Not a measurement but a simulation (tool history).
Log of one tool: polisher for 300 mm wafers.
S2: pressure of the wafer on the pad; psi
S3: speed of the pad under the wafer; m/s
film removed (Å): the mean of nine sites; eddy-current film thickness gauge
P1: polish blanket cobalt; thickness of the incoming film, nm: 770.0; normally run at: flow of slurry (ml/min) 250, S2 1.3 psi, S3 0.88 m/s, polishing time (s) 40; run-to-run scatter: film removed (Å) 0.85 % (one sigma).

{"run": 1, "hour": 11.0, "flow of slurry (ml/min)": 250, "S2": 1.3, "S3": 0.88, "polishing time (s)": 40, "film removed (Å)": 942.53}
{"run": 2, "hour": 21.5, "flow of slurry (ml/min)": 335, "S2": 1.3, "S3": 0.88, "polishing time (s)": 40, "film removed (Å)": 949.19}
{"run": 3, "hour": 30.9, "flow of slurry (ml/min)": 250, "S2": 1.3, "S3": 0.88, "polishing time (s)": 40, "film removed (Å)": 948.5}
{"run": 4, "hour": 42.0, "flow of slurry (ml/min)": 250, "S2": 1.3, "S3": 0.88, "polishing time (s)": 40, "film removed (Å)": 942.96}
{"run": 5, "hour": 50.8, "flow of slurry (ml/min)": 250, "S2": 0.6, "S3": 0.88, "polishing time (s)": 40, "film removed (Å)": 433.83}
{"run": 6, "hour": 62.2, "flow of slurry (ml/min)": 250, "S2": 1.3, "S3": 0.88, "polishing time (s)": 62, "film removed (Å)": 1474.4}
{"run": 7, "hour": 76.2, "flow of slurry (ml/min)": 250, "S2": 1.3, "S3": 0.88, "polishing time (s)": 18, "film removed (Å)": 425.58}
{"run": 8, "hour": 88.5, "flow of slurry (ml/min)": 250, "S2": 1.3, "S3": 0.88, "polishing time (s)": 40, "film removed (Å)": 940.04}
{"run": 9, "hour": 96.8, "flow of slurry (ml/min)": 320, "S2": 0.8, "S3": 0.88, "polishing time (s)": 40, "film removed (Å)": 598.45}
{"run": 10, "hour": 109.1, "flow of slurry (ml/min)": 250, "S2": 2, "S3": 0.88, "polishing time (s)": 40, "film removed (Å)": 1435}
{"run": 11, "hour": 119.4, "flow of slurry (ml/min)": 250, "S2": 1.3, "S3": 0.88, "polishing time (s)": 40, "film removed (Å)": 928.6}
{"run": 12, "hour": 126.9, "flow of slurry (ml/min)": 360, "S2": 1.3, "S3": 1.26, "polishing time (s)": 40, "film removed (Å)": 1397.2}
{"run": 13, "hour": 141.0, "flow of slurry (ml/min)": 150, "S2": 1.3, "S3": 0.88, "polishing time (s)": 40, "film removed (Å)": 886.64}
{"run": 14, "hour": 156.7, "flow of slurry (ml/min)": 250, "S2": 1.3, "S3": 0.58, "polishing time (s)": 40, "film removed (Å)": 622.42}
{"run": 15, "hour": 165.4, "flow of slurry (ml/min)": 250, "S2": 1.3, "S3": 1.28, "polishing time (s)": 40, "film removed (Å)": 1360.5}
{"run": 16, "hour": 176.8, "flow of slurry (ml/min)": 250, "S2": 1.3, "S3": 0.88, "polishing time (s)": 40, "film removed (Å)": 933.57}
{"run": 17, "hour": 184.2, "flow of slurry (ml/min)": 250, "S2": 1.3, "S3": 0.88, "polishing time (s)": 40, "film removed (Å)": 919.16}
{"run": 18, "hour": 193.9, "flow of slurry (ml/min)": 250, "S2": 1.3, "S3": 0.88, "polishing time (s)": 40, "film removed (Å)": 912.25}
{"run": 19, "hour": 205.6, "flow of slurry (ml/min)": 250, "S2": 1.3, "S3": 0.88, "polishing time (s)": 40, "film removed (Å)": 904.38}
{"run": 20, "hour": 220.5, "flow of slurry (ml/min)": 250, "S2": 1.3, "S3": 0.88, "polishing time (s)": 40, "film removed (Å)": 890.85}

Run 21 comes next. What will it give?
{"hour": 221.3, "done": "worn pad replaced by a new one"}
{"run": 21, "hour": 234.3, "flow of slurry (ml/min)": 250, "S2": 1.3, "S3": 0.88, "polishing time (s)": 40, "film removed (Å)": "?"}

Run 21 gave film removed (Å) 876.23.
